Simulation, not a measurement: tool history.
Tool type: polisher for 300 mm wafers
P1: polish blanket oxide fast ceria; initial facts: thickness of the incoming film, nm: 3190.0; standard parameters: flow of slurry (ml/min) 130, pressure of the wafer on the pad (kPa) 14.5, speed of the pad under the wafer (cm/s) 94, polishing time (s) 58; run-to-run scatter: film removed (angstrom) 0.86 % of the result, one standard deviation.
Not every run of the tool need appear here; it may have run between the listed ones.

run	day	flow of slurry (ml/min)	pressure of the wafer on the pad (kPa)	speed of the pad under the wafer (cm/s)	polishing time (s)	wafers polished on this pad	hours since the slurry nozzle was cleaned	hours since the head pressure was calibrated	film removed (angstrom)
1	0.554	130	14.5	94	58	538	462.8	246.4	6765.8
2	0.988	130	14.5	94	58	685	473.2	256.8	6728.4
3	1.642	130	14.5	94	58	907	488.9	272.5	6787.1
4	2.433	130	14.5	42	58	1176	507.9	291.5	3034.6
5	3.112	130	14.5	142	58	1406	524.2	307.8	10113
6	3.542	130	21.4	94	58	1552	534.5	318.1	10024
7	4.029	80	14.5	94	58	1717	546.2	329.8	5925.5
8	4.45	190	21.4	94	58	1860	556.3	339.9	10488
9	5.238	130	14.5	94	78	2128	575.2	358.8	8944.9
10	5.996	130	14.5	94	42	2385	593.4	377	4822
11	6.65	165	14.5	94	58	2607	609.1	392.7	7008.7
12	7.083	130	14.5	94	58	2754	619.5	403.1	6653.3

Forecast run 13:
13	7.675	130	7.6	94	58	2955	633.7	417.3	?

{"run 13": {"film removed (angstrom)": 3566.9}}

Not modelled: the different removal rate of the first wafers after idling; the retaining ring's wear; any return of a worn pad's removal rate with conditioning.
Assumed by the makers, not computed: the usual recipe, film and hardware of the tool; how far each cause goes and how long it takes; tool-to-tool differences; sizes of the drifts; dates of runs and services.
